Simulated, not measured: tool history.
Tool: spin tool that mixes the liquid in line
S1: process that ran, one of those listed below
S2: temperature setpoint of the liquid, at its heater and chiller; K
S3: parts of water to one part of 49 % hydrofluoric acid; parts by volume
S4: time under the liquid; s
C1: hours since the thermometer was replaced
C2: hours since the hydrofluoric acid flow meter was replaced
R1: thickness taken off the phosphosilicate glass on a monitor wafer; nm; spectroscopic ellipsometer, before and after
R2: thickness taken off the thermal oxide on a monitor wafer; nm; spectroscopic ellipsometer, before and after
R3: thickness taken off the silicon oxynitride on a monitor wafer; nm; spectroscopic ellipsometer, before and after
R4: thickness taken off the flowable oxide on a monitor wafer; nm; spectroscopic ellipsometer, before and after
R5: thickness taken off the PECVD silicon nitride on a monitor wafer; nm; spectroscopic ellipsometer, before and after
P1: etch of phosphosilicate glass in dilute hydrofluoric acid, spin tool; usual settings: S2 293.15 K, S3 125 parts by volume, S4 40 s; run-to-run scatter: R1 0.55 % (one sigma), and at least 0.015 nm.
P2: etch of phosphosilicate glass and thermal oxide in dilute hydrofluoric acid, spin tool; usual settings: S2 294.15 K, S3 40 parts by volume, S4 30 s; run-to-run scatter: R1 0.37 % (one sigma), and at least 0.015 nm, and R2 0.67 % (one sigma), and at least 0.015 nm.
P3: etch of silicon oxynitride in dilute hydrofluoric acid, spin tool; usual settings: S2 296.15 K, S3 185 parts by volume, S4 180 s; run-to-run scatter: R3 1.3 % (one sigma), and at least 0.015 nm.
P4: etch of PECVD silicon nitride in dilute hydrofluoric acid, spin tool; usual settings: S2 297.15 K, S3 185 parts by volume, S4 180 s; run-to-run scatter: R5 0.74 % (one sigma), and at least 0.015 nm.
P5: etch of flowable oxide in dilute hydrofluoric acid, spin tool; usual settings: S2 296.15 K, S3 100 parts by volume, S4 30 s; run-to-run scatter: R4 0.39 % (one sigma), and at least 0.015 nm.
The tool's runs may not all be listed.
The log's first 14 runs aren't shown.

run	day	S1	S2	S3	S4	C1	C2	R1	R2	R3	R4	R5
15	8.638	P1	297.15	125	40	703.7	927.4	62.151				
16	9.133	P1	293.15	125	40	715.6	939.3	52.688				
17	9.667	P1	293.15	190	40	728.4	952.1	32.506				
18	10.200	P5	296.15	100	15	741.2	964.9				3.7919	
19	10.667	P2	302.15	40	30	752.4	976.1	81.696	4.6123			
20	11.292	P1	293.15	125	40	767.4	991.1	52.596				
21	11.767	P1	293.15	125	40	778.8	1002.5	52.235				
22	12.167	P5	296.15	100	30	788.4	1012.1				7.5349	
23	12.900	P1	293.15	125	40	806.0	1029.7	52.692				
24	13.538	P3	290.15	185	180	821.3	1045.0			1.4164		
25	14.033	P2	294.15	40	15	833.2	1056.9	29.476	1.6696			
26	14.508	P1	293.15	170	15	844.6	1068.3	13.879				
27	15.017	P4	297.15	185	20	856.8	1080.5					0.40532
28	15.738	P4	297.15	185	180	874.1	1097.8					3.36790
29	16.354	P1	290.15	125	60	888.9	1112.6	69.872				
30	16.833	P3	296.15	185	180	900.4	1124.1			1.8864		
31	17.192	P1	293.15	75	20	909.0	1132.7	46.499				
32	17.854	P4	291.65	185	180	924.9	1148.6					2.33120
33	18.554	P2	294.15	40	30	941.7	1165.4	59.015	3.3073			
34	19.279	P1	293.15	125	40	959.1	1182.8	52.578				
35	19.675	P1	293.15	125	40	968.6	1192.3	52.296				
36	20.308	P1	293.15	125	40	983.8	1207.5	50.958				
37	20.988	P1	293.15	125	40	1000.1	1223.8	50.179				

The next listed run, before its measurement:
38	21.562	P1	293.15	125	40	1013.9	1237.6	?				

{"run 38": {"R1": 49.862}}

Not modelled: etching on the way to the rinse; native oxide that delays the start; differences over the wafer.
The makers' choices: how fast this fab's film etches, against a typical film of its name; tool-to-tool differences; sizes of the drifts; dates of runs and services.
